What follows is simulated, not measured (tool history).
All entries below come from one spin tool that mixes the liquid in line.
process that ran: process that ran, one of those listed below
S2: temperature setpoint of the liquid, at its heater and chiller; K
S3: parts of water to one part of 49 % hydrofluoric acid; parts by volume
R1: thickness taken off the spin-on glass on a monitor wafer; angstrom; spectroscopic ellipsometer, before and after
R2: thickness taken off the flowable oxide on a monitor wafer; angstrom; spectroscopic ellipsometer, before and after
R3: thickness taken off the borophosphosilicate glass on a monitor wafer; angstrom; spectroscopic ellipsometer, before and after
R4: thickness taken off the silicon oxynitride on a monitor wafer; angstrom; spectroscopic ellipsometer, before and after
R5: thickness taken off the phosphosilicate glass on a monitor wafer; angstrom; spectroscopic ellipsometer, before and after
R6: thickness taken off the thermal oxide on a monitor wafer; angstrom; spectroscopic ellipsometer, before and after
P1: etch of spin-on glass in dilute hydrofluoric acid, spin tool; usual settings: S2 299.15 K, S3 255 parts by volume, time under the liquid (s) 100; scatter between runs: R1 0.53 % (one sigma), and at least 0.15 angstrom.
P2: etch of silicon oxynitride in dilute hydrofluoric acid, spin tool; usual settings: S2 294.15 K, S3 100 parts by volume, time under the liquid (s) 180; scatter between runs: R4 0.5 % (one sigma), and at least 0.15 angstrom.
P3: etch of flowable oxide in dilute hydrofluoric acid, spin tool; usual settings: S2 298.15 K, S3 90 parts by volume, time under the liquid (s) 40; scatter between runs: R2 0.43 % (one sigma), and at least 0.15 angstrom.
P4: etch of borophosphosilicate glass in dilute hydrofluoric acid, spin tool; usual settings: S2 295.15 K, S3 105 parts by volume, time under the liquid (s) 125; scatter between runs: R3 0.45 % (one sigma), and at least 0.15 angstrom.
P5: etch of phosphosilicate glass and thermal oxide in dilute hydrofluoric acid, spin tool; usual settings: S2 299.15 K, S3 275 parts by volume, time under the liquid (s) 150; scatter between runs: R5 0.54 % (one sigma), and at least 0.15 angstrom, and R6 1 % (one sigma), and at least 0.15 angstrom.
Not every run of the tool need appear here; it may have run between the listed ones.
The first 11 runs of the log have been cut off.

{"run": 12, "hour": 100.1, "process that ran": "P1", "S2": 299.15, "S3": 255, "time under the liquid (s)": 190, "R1": 191.9}
{"run": 13, "hour": 107.4, "process that ran": "P2", "S2": 294.15, "S3": 100, "time under the liquid (s)": 330, "R4": 136.72}
{"run": 14, "hour": 112.6, "process that ran": "P1", "S2": 299.15, "S3": 60, "time under the liquid (s)": 100, "R1": 547.57}
{"run": 15, "hour": 123.5, "process that ran": "P1", "S2": 299.15, "S3": 405, "time under the liquid (s)": 100, "R1": 55.626}
{"run": 16, "hour": 129.3, "process that ran": "P1", "S2": 299.15, "S3": 255, "time under the liquid (s)": 15, "R1": 15.434}
{"run": 17, "hour": 135.3, "process that ran": "P1", "S2": 302.65, "S3": 460, "time under the liquid (s)": 100, "R1": 51.619}
{"run": 18, "hour": 140.6, "process that ran": "P4", "S2": 295.15, "S3": 105, "time under the liquid (s)": 210, "R3": 850.67}
{"run": 19, "hour": 149.7, "process that ran": "P5", "S2": 299.15, "S3": 275, "time under the liquid (s)": 150, "R5": 452.75, "R6": 23.425}
{"run": 20, "hour": 158.7, "process that ran": "P5", "S2": 303.65, "S3": 275, "time under the liquid (s)": 150, "R5": 527.11, "R6": 27.79}
{"run": 21, "hour": 165.0, "process that ran": "P1", "S2": 299.15, "S3": 255, "time under the liquid (s)": 100, "R1": 102.91}
{"run": 22, "hour": 170.7, "process that ran": "P5", "S2": 299.15, "S3": 85, "time under the liquid (s)": 150, "R5": 1843.4, "R6": 94.929}
{"run": 23, "hour": 181.6, "process that ran": "P1", "S2": 291.65, "S3": 255, "time under the liquid (s)": 100, "R1": 77.875}
{"run": 24, "hour": 192.6, "process that ran": "P5", "S2": 299.15, "S3": 275, "time under the liquid (s)": 25, "R5": 75.64, "R6": 4.2177}
{"run": 25, "hour": 198.8, "process that ran": "P3", "S2": 305.65, "S3": 90, "time under the liquid (s)": 40, "R2": 209.58}
{"run": 26, "hour": 209.8, "process that ran": "P1", "S2": 294.65, "S3": 445, "time under the liquid (s)": 100, "R1": 42.37}
{"run": 27, "hour": 219.6, "process that ran": "P5", "S2": 299.15, "S3": 275, "time under the liquid (s)": 150, "R5": 448.3, "R6": 23.482}
{"run": 28, "hour": 229.0, "process that ran": "P2", "S2": 290.15, "S3": 100, "time under the liquid (s)": 180, "R4": 61.214}
{"run": 29, "hour": 235.3, "process that ran": "P1", "S2": 303.15, "S3": 255, "time under the liquid (s)": 160, "R1": 186.85}
{"run": 30, "hour": 243.1, "process that ran": "P2", "S2": 294.15, "S3": 100, "time under the liquid (s)": 180, "R4": 73.759}
{"run": 31, "hour": 254.3, "process that ran": "P2", "S2": 294.15, "S3": 185, "time under the liquid (s)": 180, "R4": 37.974}
{"run": 32, "hour": 264.3, "process that ran": "P1", "S2": 299.15, "S3": 255, "time under the liquid (s)": 100, "R1": 102.38}
{"run": 33, "hour": 274.9, "process that ran": "P1", "S2": 299.15, "S3": 255, "time under the liquid (s)": 100, "R1": 106.11}
{"run": 34, "hour": 279.9, "process that ran": "P1", "S2": 299.15, "S3": 255, "time under the liquid (s)": 100, "R1": 106.65}
{"run": 35, "hour": 291.3, "process that ran": "P1", "S2": 299.15, "S3": 255, "time under the liquid (s)": 100, "R1": 107.76}
{"run": 36, "hour": 302.2, "process that ran": "P1", "S2": 299.15, "S3": 255, "time under the liquid (s)": 100, "R1": 108.62}

The next listed run, before its measurement:
{"run": 37, "hour": 307.1, "process that ran": "P1", "S2": 299.15, "S3": 255, "time under the liquid (s)": 100, "R1": "?"}

{"run 37": {"R1": 109.74}}
